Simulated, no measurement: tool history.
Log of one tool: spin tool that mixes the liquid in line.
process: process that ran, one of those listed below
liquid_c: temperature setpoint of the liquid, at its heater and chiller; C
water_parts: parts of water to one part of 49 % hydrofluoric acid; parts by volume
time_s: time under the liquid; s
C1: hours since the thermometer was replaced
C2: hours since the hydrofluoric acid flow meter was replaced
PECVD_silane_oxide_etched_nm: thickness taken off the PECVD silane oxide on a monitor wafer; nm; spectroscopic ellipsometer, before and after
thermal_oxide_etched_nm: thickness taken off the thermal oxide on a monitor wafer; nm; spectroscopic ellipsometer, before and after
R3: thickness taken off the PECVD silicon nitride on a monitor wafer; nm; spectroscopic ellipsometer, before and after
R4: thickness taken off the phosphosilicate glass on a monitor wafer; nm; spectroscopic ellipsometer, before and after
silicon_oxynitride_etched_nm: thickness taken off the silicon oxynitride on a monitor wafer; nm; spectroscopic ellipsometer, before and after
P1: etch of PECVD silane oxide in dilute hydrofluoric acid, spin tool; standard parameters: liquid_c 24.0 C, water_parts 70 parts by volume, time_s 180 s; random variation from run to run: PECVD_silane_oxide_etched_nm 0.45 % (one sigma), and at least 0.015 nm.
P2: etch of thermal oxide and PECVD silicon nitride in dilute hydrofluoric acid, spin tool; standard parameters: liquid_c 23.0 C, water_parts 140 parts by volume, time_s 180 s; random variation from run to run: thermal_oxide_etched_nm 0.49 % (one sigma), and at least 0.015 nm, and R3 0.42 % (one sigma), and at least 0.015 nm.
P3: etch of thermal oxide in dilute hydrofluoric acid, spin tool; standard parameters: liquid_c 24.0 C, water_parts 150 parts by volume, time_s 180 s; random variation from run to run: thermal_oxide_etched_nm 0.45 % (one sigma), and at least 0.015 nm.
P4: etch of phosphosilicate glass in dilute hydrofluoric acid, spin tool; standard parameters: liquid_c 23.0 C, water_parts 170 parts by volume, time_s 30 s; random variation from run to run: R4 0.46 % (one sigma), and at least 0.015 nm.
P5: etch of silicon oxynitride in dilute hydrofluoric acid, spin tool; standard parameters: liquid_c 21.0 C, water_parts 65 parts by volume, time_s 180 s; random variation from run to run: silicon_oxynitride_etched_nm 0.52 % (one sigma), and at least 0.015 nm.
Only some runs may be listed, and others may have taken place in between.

Run 1, hour 8.0: process P1, liquid_c 24.0 C, water_parts 70 parts by volume, time_s 180 s; C1 566.3; C2 222.8. Result: PECVD_silane_oxide_etched_nm 40.508 nm.
Run 2, hour 21.9: process P3, liquid_c 31.5 C, water_parts 150 parts by volume, time_s 180 s; C1 580.2; C2 236.7. Result: thermal_oxide_etched_nm 6.92970 nm.
Run 3, hour 33.2: process P1, liquid_c 20.0 C, water_parts 70 parts by volume, time_s 180 s; C1 591.5; C2 248.0. Result: PECVD_silane_oxide_etched_nm 34.261 nm.
Run 4, hour 42.9: process P3, liquid_c 24.0 C, water_parts 90 parts by volume, time_s 180 s; C1 601.2; C2 257.7. Result: thermal_oxide_etched_nm 9.53330 nm.
Run 5, hour 50.8: process P1, liquid_c 24.0 C, water_parts 70 parts by volume, time_s 180 s; C1 609.1; C2 265.6. Result: PECVD_silane_oxide_etched_nm 40.422 nm.
Run 6, hour 59.8: process P2, liquid_c 23.0 C, water_parts 140 parts by volume, time_s 15 s; C1 618.1; C2 274.6. Result: thermal_oxide_etched_nm 0.46364 nm, R3 0.55135 nm.
Run 7, hour 75.0: process P4, liquid_c 23.0 C, water_parts 170 parts by volume, time_s 30 s; C1 633.3; C2 289.8. Result: R4 28.015 nm.
Run 8, hour 89.4: process P3, liquid_c 24.0 C, water_parts 150 parts by volume, time_s 180 s; C1 647.7; C2 304.2. Result: thermal_oxide_etched_nm 5.30950 nm.
Run 9, hour 100.7: process P3, liquid_c 24.0 C, water_parts 150 parts by volume, time_s 30 s; C1 659.0; C2 315.5. Result: thermal_oxide_etched_nm 0.85175 nm.
Run 10, hour 109.8: process P1, liquid_c 17.0 C, water_parts 20 parts by volume, time_s 180 s; C1 668.1; C2 324.6. Result: PECVD_silane_oxide_etched_nm 110.880 nm.
Run 11, hour 117.4: process P1, liquid_c 24.0 C, water_parts 30 parts by volume, time_s 180 s; C1 675.7; C2 332.2. Result: PECVD_silane_oxide_etched_nm 99.040 nm.
Run 12, hour 129.8: process P1, liquid_c 30.5 C, water_parts 70 parts by volume, time_s 180 s; C1 688.1; C2 344.6. Result: PECVD_silane_oxide_etched_nm 52.307 nm.
Run 13, hour 139.9: process P2, liquid_c 23.0 C, water_parts 80 parts by volume, time_s 180 s; C1 698.2; C2 354.7. Result: thermal_oxide_etched_nm 10.36300 nm, R3 11.08300 nm.
Run 14, hour 150.6: process P1, liquid_c 18.0 C, water_parts 30 parts by volume, time_s 180 s; C1 708.9; C2 365.4. Result: PECVD_silane_oxide_etched_nm 76.756 nm.
Run 15, hour 158.2: process P1, liquid_c 24.0 C, water_parts 70 parts by volume, time_s 180 s; C1 716.5; C2 373.0. Result: PECVD_silane_oxide_etched_nm 40.484 nm.
Run 16, hour 172.5: process P4, liquid_c 29.0 C, water_parts 170 parts by volume, time_s 30 s; C1 730.8; C2 387.3. Result: R4 34.866 nm.
Run 17, hour 185.0: process P3, liquid_c 24.0 C, water_parts 150 parts by volume, time_s 180 s; C1 743.3; C2 399.8. Result: thermal_oxide_etched_nm 5.29980 nm.
Run 18, hour 194.0: process P1, liquid_c 24.0 C, water_parts 70 parts by volume, time_s 320 s; C1 752.3; C2 408.8. Result: PECVD_silane_oxide_etched_nm 72.067 nm.
Run 19, hour 204.5: process P5, liquid_c 21.0 C, water_parts 65 parts by volume, time_s 350 s; C1 762.8; C2 419.3. Result: silicon_oxynitride_etched_nm 8.5336 nm.
Run 20, hour 215.2: process P2, liquid_c 23.0 C, water_parts 140 parts by volume, time_s 180 s; C1 773.5; C2 430.0. Result: thermal_oxide_etched_nm 5.55470 nm, R3 6.42010 nm.
Run 21, hour 226.3: process P1, liquid_c 24.0 C, water_parts 70 parts by volume, time_s 180 s; C1 784.6; C2 441.1. Result: PECVD_silane_oxide_etched_nm 40.352 nm.
Run 22, hour 240.2: process P4, liquid_c 23.0 C, water_parts 170 parts by volume, time_s 55 s; C1 798.5; C2 455.0. Result: R4 51.081 nm.
Run 23, hour 250.5: process P4, liquid_c 23.0 C, water_parts 40 parts by volume, time_s 30 s; C1 808.8; C2 465.3. Result: R4 139.110 nm.
Run 24, hour 265.0: process P1, liquid_c 24.0 C, water_parts 70 parts by volume, time_s 90 s; C1 823.3; C2 479.8. Result: PECVD_silane_oxide_etched_nm 20.166 nm.
Run 25, hour 273.8: process P2, liquid_c 23.0 C, water_parts 140 parts by volume, time_s 180 s; C1 832.1; C2 488.6. Result: thermal_oxide_etched_nm 5.58360 nm, R3 6.47030 nm.
Run 26, hour 288.5: process P1, liquid_c 24.0 C, water_parts 70 parts by volume, time_s 180 s; C1 846.8; C2 503.3. Result: PECVD_silane_oxide_etched_nm 40.048 nm.
Run 27, hour 303.7: process P1, liquid_c 24.0 C, water_parts 105 parts by volume, time_s 180 s; C1 862.0; C2 518.5. Result: PECVD_silane_oxide_etched_nm 25.790 nm.
Run 28, hour 314.0: process P2, liquid_c 27.5 C, water_parts 140 parts by volume, time_s 180 s; C1 872.3; C2 528.8. Result: thermal_oxide_etched_nm 6.54360 nm, R3 8.53010 nm.
Run 29, hour 326.5: process P5, liquid_c 21.0 C, water_parts 65 parts by volume, time_s 180 s; C1 884.8; C2 541.3. Result: silicon_oxynitride_etched_nm 4.3448 nm.
Run 30, hour 341.6: process P4, liquid_c 23.0 C, water_parts 170 parts by volume, time_s 30 s; C1 899.9; C2 556.4. Result: R4 27.947 nm.
Run 31, hour 351.7: process P5, liquid_c 21.0 C, water_parts 85 parts by volume, time_s 180 s; C1 910.0; C2 566.5. Result: silicon_oxynitride_etched_nm 3.3160 nm.
Run 32, hour 360.9: process P5, liquid_c 29.5 C, water_parts 65 parts by volume, time_s 180 s; C1 919.2; C2 575.7. Result: silicon_oxynitride_etched_nm 6.5577 nm.
Run 33, hour 374.1: process P1, liquid_c 24.0 C, water_parts 70 parts by volume, time_s 180 s; C1 932.4; C2 588.9. Result: PECVD_silane_oxide_etched_nm 40.520 nm.
Run 34, hour 384.1: process P1, liquid_c 24.0 C, water_parts 70 parts by volume, time_s 180 s; C1 942.4; C2 598.9. Result: PECVD_silane_oxide_etched_nm 41.013 nm.
Run 35, hour 391.4: process P1, liquid_c 24.0 C, water_parts 70 parts by volume, time_s 180 s; C1 949.7; C2 606.2. Result: PECVD_silane_oxide_etched_nm 41.688 nm.
Run 36, hour 403.0: process P1, liquid_c 24.0 C, water_parts 70 parts by volume, time_s 180 s; C1 961.3; C2 617.8. Result: PECVD_silane_oxide_etched_nm 42.011 nm.
Run 37, hour 415.0: process P1, liquid_c 24.0 C, water_parts 70 parts by volume, time_s 180 s; C1 973.3; C2 629.8. Result: PECVD_silane_oxide_etched_nm 42.442 nm.
Run 38, hour 424.1: process P1, liquid_c 24.0 C, water_parts 70 parts by volume, time_s 180 s; C1 982.4; C2 638.9. Result: PECVD_silane_oxide_etched_nm 42.871 nm.
Run 39, hour 434.6: process P1, liquid_c 24.0 C, water_parts 70 parts by volume, time_s 180 s; C1 992.9; C2 649.4. Result: PECVD_silane_oxide_etched_nm 42.626 nm.
Run 40, hour 445.7: process P1, liquid_c 24.0 C, water_parts 70 parts by volume, time_s 180 s; C1 1004.0; C2 660.5. Result: PECVD_silane_oxide_etched_nm 43.150 nm.
Run 41, hour 454.5: process P1, liquid_c 24.0 C, water_parts 70 parts by volume, time_s 180 s; C1 1012.8; C2 669.3. Result: PECVD_silane_oxide_etched_nm 42.839 nm.
Run 42, hour 468.5: process P1, liquid_c 24.0 C, water_parts 70 parts by volume, time_s 180 s; C1 1026.8; C2 683.3. Result: PECVD_silane_oxide_etched_nm 42.905 nm.
Run 43, hour 475.7: process P1, liquid_c 24.0 C, water_parts 70 parts by volume, time_s 180 s; C1 1034.0; C2 690.5. Result: PECVD_silane_oxide_etched_nm 42.896 nm.

P1 no longer gives what it gave before; its output has crept away from where it was. The following 2 causes, each at its listed size, fit the log equally well:
A: hydrofluoric acid flow above the setpoint (%) = 6.05
B: liquid hotter than its thermometer reads (K) = 1.59
The onset of the drift is placed at about hour 374.1.

Below are 4 check runs, each on a single wafer, with their results shown as question marks. Which of them would tell the listed causes apart, meaning the causes would give clearly different results under it?
Run check 1, hour 482.9: process P5, liquid_c 27.5 C, water_parts 80 parts by volume, time_s 180 s. Result: silicon_oxynitride_etched_nm ?.
Run check 2, hour 482.9: process P4, liquid_c 26.5 C, water_parts 45 parts by volume, time_s 30 s. Result: R4 ?.
Run check 3, hour 482.9: process P2, liquid_c 27.0 C, water_parts 140 parts by volume, time_s 180 s. Result: thermal_oxide_etched_nm ?, R3 ?.
Run check 4, hour 482.9: process P3, liquid_c 28.5 C, water_parts 150 parts by volume, time_s 100 s. Result: thermal_oxide_etched_nm ?.

If the cause were each of the candidates in turn, the checks would give the following:
  check                        result     if A     if B
check 1  silicon_oxynitride_etched_nm   5.1228   5.1760
check 2                            R4  151.090  151.330
check 3       thermal_oxide_etched_nm  6.95940  6.89150
check 3                            R3  8.78560  9.15230
check 4       thermal_oxide_etched_nm  3.71900  3.67430
Smallest distance between any two causes, each pair judged by its most separating result, in per cent: check 1 1.03 %; check 2 0.16 %; check 3 4.09 %; check 4 1.21 %
The other checks would show nearly matching results whichever cause is true, so check 3 is the only one that separates the causes.

Here is what check 3 returned: thermal_oxide_etched_nm 6.95660 nm; R3 8.85420 nm. Which cause is it?

It is A: hydrofluoric acid flow above the setpoint (%).

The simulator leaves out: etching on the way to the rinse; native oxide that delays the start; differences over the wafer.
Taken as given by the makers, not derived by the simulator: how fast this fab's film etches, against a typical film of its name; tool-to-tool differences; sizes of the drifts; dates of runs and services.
